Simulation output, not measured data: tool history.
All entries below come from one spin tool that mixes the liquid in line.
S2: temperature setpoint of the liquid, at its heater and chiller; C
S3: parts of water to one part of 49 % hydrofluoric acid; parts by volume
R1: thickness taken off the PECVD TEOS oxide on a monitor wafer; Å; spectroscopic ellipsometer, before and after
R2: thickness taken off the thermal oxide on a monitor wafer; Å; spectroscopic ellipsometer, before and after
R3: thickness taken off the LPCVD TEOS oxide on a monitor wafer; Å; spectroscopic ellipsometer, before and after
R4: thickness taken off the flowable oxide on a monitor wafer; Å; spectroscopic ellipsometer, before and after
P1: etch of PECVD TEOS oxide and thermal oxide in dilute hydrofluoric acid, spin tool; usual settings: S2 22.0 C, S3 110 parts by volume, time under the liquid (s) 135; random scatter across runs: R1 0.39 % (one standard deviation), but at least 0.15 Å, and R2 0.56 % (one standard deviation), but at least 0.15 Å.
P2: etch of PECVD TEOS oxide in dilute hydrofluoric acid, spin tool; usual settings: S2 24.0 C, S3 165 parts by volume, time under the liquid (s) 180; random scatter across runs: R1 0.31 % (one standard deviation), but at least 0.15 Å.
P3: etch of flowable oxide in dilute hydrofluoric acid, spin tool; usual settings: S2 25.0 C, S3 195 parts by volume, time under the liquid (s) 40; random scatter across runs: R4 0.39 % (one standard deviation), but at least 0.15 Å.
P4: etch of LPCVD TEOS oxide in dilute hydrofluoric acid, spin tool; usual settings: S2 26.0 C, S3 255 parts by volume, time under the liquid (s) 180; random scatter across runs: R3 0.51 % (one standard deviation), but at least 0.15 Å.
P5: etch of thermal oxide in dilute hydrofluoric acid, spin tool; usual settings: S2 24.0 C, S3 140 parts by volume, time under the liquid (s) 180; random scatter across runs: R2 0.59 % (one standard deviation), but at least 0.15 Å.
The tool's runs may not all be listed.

run 1 hour=16.7 | process_that_ran=P1 S2=22.0 S3=110 time_under_the_liquid_(s)=135 | R1=165.0100 R2=50.738
run 2 hour=32.3 | process_that_ran=P4 S2=26.0 S3=255 time_under_the_liquid_(s)=180 | R3=213.20
run 3 hour=39.8 | process_that_ran=P2 S2=24.0 S3=165 time_under_the_liquid_(s)=15 | R1=7.6002
run 4 hour=48.5 | process_that_ran=P1 S2=22.0 S3=45 time_under_the_liquid_(s)=135 | R1=432.7900 R2=135.210
run 5 hour=57.8 | process_that_ran=P4 S2=26.0 S3=255 time_under_the_liquid_(s)=180 | R3=214.15
run 6 hour=72.8 | process_that_ran=P1 S2=22.0 S3=110 time_under_the_liquid_(s)=135 | R1=163.9000 R2=51.222
run 7 hour=88.6 | process_that_ran=P1 S2=22.0 S3=190 time_under_the_liquid_(s)=135 | R1=87.4870 R2=27.147
run 8 hour=103.3 | process_that_ran=P1 S2=30.0 S3=110 time_under_the_liquid_(s)=135 | R1=223.9500 R2=69.946
run 9 hour=114.8 | process_that_ran=P3 S2=33.5 S3=195 time_under_the_liquid_(s)=40 | R4=182.860
run 10 hour=127.7 | process_that_ran=P1 S2=22.0 S3=110 time_under_the_liquid_(s)=135 | R1=164.1600 R2=51.282
run 11 hour=143.7 | process_that_ran=P2 S2=24.0 S3=45 time_under_the_liquid_(s)=180 | R1=380.7500
run 12 hour=152.7 | process_that_ran=P4 S2=26.0 S3=255 time_under_the_liquid_(s)=290 | R3=344.42
run 13 hour=163.7 | process_that_ran=P4 S2=26.0 S3=440 time_under_the_liquid_(s)=180 | R3=103.05
run 14 hour=180.8 | process_that_ran=P1 S2=22.0 S3=110 time_under_the_liquid_(s)=250 | R1=302.8700 R2=93.941
run 15 hour=192.1 | process_that_ran=P2 S2=24.0 S3=165 time_under_the_liquid_(s)=180 | R1=89.5950
run 16 hour=206.9 | process_that_ran=P1 S2=17.5 S3=110 time_under_the_liquid_(s)=135 | R1=138.1600 R2=42.599
run 17 hour=214.5 | process_that_ran=P1 S2=22.0 S3=110 time_under_the_liquid_(s)=135 | R1=162.8500 R2=50.235
run 18 hour=230.1 | process_that_ran=P5 S2=24.0 S3=220 time_under_the_liquid_(s)=180 | R2=33.930
run 19 hour=246.5 | process_that_ran=P5 S2=24.0 S3=140 time_under_the_liquid_(s)=360 | R2=114.880
run 20 hour=260.4 | process_that_ran=P1 S2=22.0 S3=110 time_under_the_liquid_(s)=135 | R1=163.8300 R2=51.925
run 21 hour=273.7 | process_that_ran=P4 S2=34.0 S3=255 time_under_the_liquid_(s)=180 | R3=278.28
run 22 hour=291.0 | process_that_ran=P3 S2=25.0 S3=195 time_under_the_liquid_(s)=40 | R4=134.610
run 23 hour=302.3 | process_that_ran=P5 S2=24.0 S3=140 time_under_the_liquid_(s)=180 | R2=58.097
run 24 hour=317.0 | process_that_ran=P3 S2=25.0 S3=195 time_under_the_liquid_(s)=15 | R4=50.308
run 25 hour=330.7 | process_that_ran=P2 S2=32.5 S3=165 time_under_the_liquid_(s)=180 | R1=121.8900
run 26 hour=346.7 | process_that_ran=P3 S2=25.0 S3=35 time_under_the_liquid_(s)=40 | R4=919.080
-- hour=353.9 hydrofluoric acid flow meter replaced
run 27 hour=356.5 | process_that_ran=P1 S2=22.0 S3=110 time_under_the_liquid_(s)=135 | R1=164.1500 R2=50.905
run 28 hour=367.6 | process_that_ran=P1 S2=25.5 S3=165 time_under_the_liquid_(s)=135 | R1=117.4300 R2=36.548
run 29 hour=375.5 | process_that_ran=P1 S2=22.0 S3=110 time_under_the_liquid_(s)=30 | R1=36.3360 R2=11.394
run 30 hour=383.0 | process_that_ran=P5 S2=32.0 S3=140 time_under_the_liquid_(s)=180 | R2=78.609
run 31 hour=396.9 | process_that_ran=P1 S2=22.0 S3=110 time_under_the_liquid_(s)=135 | R1=165.1900 R2=51.091
run 32 hour=413.5 | process_that_ran=P1 S2=22.0 S3=110 time_under_the_liquid_(s)=135 | R1=168.4300 R2=52.199
run 33 hour=427.9 | process_that_ran=P1 S2=22.0 S3=110 time_under_the_liquid_(s)=135 | R1=170.1800 R2=53.101
run 34 hour=436.8 | process_that_ran=P1 S2=22.0 S3=110 time_under_the_liquid_(s)=135 | R1=171.0300 R2=52.908
run 35 hour=448.0 | process_that_ran=P1 S2=22.0 S3=110 time_under_the_liquid_(s)=135 | R1=171.5000 R2=53.082
run 36 hour=464.6 | process_that_ran=P1 S2=22.0 S3=110 time_under_the_liquid_(s)=135 | R1=173.1000 R2=53.909
run 37 hour=472.6 | process_that_ran=P1 S2=22.0 S3=110 time_under_the_liquid_(s)=135 | R1=172.8700 R2=54.344
run 38 hour=485.8 | process_that_ran=P1 S2=22.0 S3=110 time_under_the_liquid_(s)=135 | R1=172.8000 R2=53.861
run 39 hour=496.0 | process_that_ran=P1 S2=22.0 S3=110 time_under_the_liquid_(s)=135 | R1=172.8400 R2=54.152
run 40 hour=511.7 | process_that_ran=P1 S2=22.0 S3=110 time_under_the_liquid_(s)=135 | R1=173.9200 R2=54.191
run 41 hour=524.8 | process_that_ran=P1 S2=22.0 S3=110 time_under_the_liquid_(s)=135 | R1=173.7100 R2=54.142

The output of P1 has drifted from where it used to be. Each of the 2 causes below, taken at the size shown beside it, accounts for the log equally well:
A: liquid hotter than its thermometer reads (K) = 1.41
B: hydrofluoric acid flow above the setpoint (%) = 5.09
The creep began at about hour 396.9.

Of the 4 check runs below, each run on 2 wafers with the results averaged and each result still a question mark, which one would tell the listed causes apart?
run check 1 hour=537.9 | process_that_ran=P2 S2=29.5 S3=45 time_under_the_liquid_(s)=180 | R1=?
run check 2 hour=537.9 | process_that_ran=P3 S2=32.5 S3=100 time_under_the_liquid_(s)=40 | R4=?
run check 3 hour=537.9 | process_that_ran=P4 S2=34.0 S3=425 time_under_the_liquid_(s)=180 | R3=?
run check 4 hour=537.9 | process_that_ran=P5 S2=30.5 S3=140 time_under_the_liquid_(s)=180 | R2=?

What every check run would give for each of its results, assuming each possible cause in turn:
check=check_1 result=R1 if_A=502.1100 if_B=500.8600
check=check_2 result=R4 if_A=411.760 if_B=414.060
check=check_3 result=R3 if_A=143.59 if_B=148.25
check=check_4 result=R2 if_A=77.512 if_B=78.159
Distance between the nearest two causes, measured in the result of the check that separates them most: check 1 0.25 %; check 2 0.56 %; check 3 3.19 %; check 4 0.83 %
The causes can be told apart only by check 3. The other checks would give nearly the same results under each of them.

The results of check 3 are: R3 143.31 Å. Based on these, which of the listed causes is it?

The cause is A: liquid hotter than its thermometer reads (K).

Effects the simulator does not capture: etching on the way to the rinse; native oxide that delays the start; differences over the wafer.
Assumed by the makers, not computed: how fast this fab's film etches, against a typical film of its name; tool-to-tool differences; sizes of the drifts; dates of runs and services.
